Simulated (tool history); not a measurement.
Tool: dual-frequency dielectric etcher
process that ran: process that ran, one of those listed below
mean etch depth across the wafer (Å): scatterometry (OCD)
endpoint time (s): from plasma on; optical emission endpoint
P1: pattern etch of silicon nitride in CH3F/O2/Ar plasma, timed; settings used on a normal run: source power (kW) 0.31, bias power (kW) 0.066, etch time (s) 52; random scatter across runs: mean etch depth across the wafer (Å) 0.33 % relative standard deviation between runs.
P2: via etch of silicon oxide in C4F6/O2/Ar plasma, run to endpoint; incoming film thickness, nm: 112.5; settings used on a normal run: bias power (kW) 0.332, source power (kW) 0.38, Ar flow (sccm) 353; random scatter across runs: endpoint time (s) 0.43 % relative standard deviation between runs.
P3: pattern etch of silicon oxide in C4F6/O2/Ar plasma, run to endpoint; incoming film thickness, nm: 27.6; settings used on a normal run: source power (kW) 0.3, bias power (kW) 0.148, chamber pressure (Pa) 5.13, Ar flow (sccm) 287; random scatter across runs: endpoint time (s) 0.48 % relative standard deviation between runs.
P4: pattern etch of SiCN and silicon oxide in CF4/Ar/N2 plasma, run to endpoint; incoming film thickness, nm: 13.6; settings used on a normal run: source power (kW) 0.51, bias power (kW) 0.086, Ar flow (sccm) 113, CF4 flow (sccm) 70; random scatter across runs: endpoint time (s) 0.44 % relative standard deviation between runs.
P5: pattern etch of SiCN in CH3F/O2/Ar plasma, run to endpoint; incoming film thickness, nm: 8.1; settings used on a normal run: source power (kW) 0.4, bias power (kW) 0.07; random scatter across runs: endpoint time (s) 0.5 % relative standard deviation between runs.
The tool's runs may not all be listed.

run,hour,process that ran,source power (kW),bias power (kW),etch time (s),Ar flow (sccm),chamber pressure (Pa),CF4 flow (sccm),hours since the last wet clean,hours since the last source power generator calibration,hours since the last bias power generator calibration,mean etch depth across the wafer (Å),endpoint time (s)
1,9.4,P1,0.31,0.066,52,,,,267.7,421.1,820.7,326.02,
2,15.3,P1,0.31,0.066,52,,,,273.6,427,826.6,324.31,
3,23.3,P1,0.31,0.066,52,,,,281.6,435,834.6,323.77,
4,29,P1,0.31,0.066,37.5,,,,287.3,440.7,840.3,234.19,
5,39.4,P5,0.4,0.07,,,,,297.7,451.1,850.7,,21.193
6,49.9,P2,0.38,0.332,,353,,,308.2,461.6,861.2,,29.373
7,60,P1,0.39,0.066,52,,,,318.3,471.7,871.3,353.73,
8,68.7,P3,0.39,0.148,,287,5.13,,327,480.4,880,,9.2524
9,79.3,P1,0.42,0.048,52,,,,337.6,491,890.6,327.33,
10,87.8,P4,0.67,0.086,,113,,70,346.1,499.5,899.1,,10.778
11,96.8,P1,0.24,0.066,39,,,,355.1,508.5,908.1,219.01,
12,108.9,P2,0.38,0.332,,353,,,367.2,520.6,920.2,,29.285
13,120.9,P3,0.3,0.094,,287,5.13,,379.2,532.6,932.2,,11.887
14,131.8,P5,0.4,0.084,,,,,390.1,543.5,943.1,,19.867
15,139.9,P3,0.3,0.148,,190,5.13,,398.2,551.6,951.2,,9.8357
16,147.8,P1,0.31,0.078,52,,,,406.1,559.5,959.1,342.72,
17,154.8,P1,0.31,0.066,52,,,,413.1,566.5,966.1,325.16,
18,160.2,P4,0.51,0.086,,113,,70,418.5,571.9,971.5,,13.767
19,171.8,P4,0.51,0.122,,113,,70,430.1,583.5,983.1,,12.043
20,178.9,P2,0.38,0.4,,353,,,437.2,590.6,990.2,,27.507
# hour 185.2: source power generator calibrated
21,185.2,P1,0.25,0.04,52,,,,443.5,0,996.5,253.12,
22,193.4,P4,0.51,0.086,,152,,70,451.7,8.2,1004.7,,14.473
23,200.9,P4,0.51,0.086,,113,,84,459.2,15.7,1012.2,,13.22
24,207.4,P1,0.31,0.052,52,,,,465.7,22.2,1018.7,298.84,
25,214.6,P5,0.49,0.07,,,,,472.9,29.4,1025.9,,19.54
# hour 218.7: wet clean of the chamber
26,220.9,P3,0.3,0.148,,287,5.13,,2.3,35.7,1032.2,,10.268
27,228.7,P1,0.23,0.066,52,,,,10.1,43.5,1040,289.42,
28,237.9,P2,0.47,0.332,,353,,,19.3,52.7,1049.2,,27.103
29,244.8,P1,0.31,0.066,74.5,,,,26.2,59.6,1056.1,464.77,
30,251.1,P1,0.31,0.066,52,,,,32.5,65.9,1062.4,324.75,
31,259.5,P2,0.38,0.332,,263,,,40.9,74.3,1070.8,,28.673
32,266.4,P3,0.3,0.148,,287,6.87,,47.8,81.2,1077.7,,10.683
33,272.2,P1,0.31,0.066,52,,,,53.6,87,1083.5,324.46,
34,281.3,P1,0.31,0.066,52,,,,62.7,96.1,1092.6,326.44,
35,290.5,P1,0.31,0.066,52,,,,71.9,105.3,1101.8,327.55,
36,299.5,P1,0.31,0.066,52,,,,80.9,114.3,1110.8,327.89,
37,311.9,P1,0.31,0.066,52,,,,93.3,126.7,1123.2,330.17,
38,320.1,P1,0.31,0.066,52,,,,101.5,134.9,1131.4,329.51,
39,325.8,P1,0.31,0.066,52,,,,107.2,140.6,1137.1,330.54,
40,331.6,P1,0.31,0.066,52,,,,113,146.4,1142.9,329.15,
41,340.4,P1,0.31,0.066,52,,,,121.8,155.2,1151.7,329.12,
# hour 342.2: wet clean of the chamber
42,347.1,P1,0.31,0.066,52,,,,4.9,161.9,1158.4,331.73,
43,359,P1,0.31,0.066,52,,,,16.8,173.8,1170.3,329.85,
44,371.3,P1,0.31,0.066,52,,,,29.1,186.1,1182.6,330.93,

P1 no longer gives what it gave before; its output has crept away from where it was. The following 2 causes, each at its listed size, fit the log equally well:
A: bias power that arrives over what is set, % = 4.85
B: source power that arrives over what is set, % = 4.4
At approximately hour 272.2, the process output began to creep.
Excluded causes, each with its reason:
chamber walls in a state that raises the etch rate, %: its service at hour 342.2 followed the start of the drift and did not put the process back to its old value

4 check runs are offered, each on 3 wafers whose results are averaged, their results left as question marks. Which one tells the causes apart?
check 1,383.6,P4,0.51,0.086,,113,,70,,,,,?
check 2,383.6,P5,0.4,0.07,,,,,,,,,?
check 3,383.6,P3,0.3,0.148,,287,5.13,,,,,,?
check 4,383.6,P2,0.38,0.332,,353,,,,,,,?

Outcome of each check run for each possible cause:
check,result,if A,if B
check 1,endpoint time (s),13.492,13.212
check 2,endpoint time (s),20.736,20.746
check 3,endpoint time (s),10.179,10.157
check 4,endpoint time (s),28.888,28.903
How far apart the two closest causes lie, in the result that separates them most: check 1 2.1 %; check 2 0.05 %; check 3 0.22 %; check 4 0.05 %
Check 1 distinguishes between the causes, while the remaining checks would return nearly the same result for all of them.

Check 1 was then run and gave: endpoint time (s) 13.239. Which cause is it?

B is the cause: source power that arrives over what is set, %.
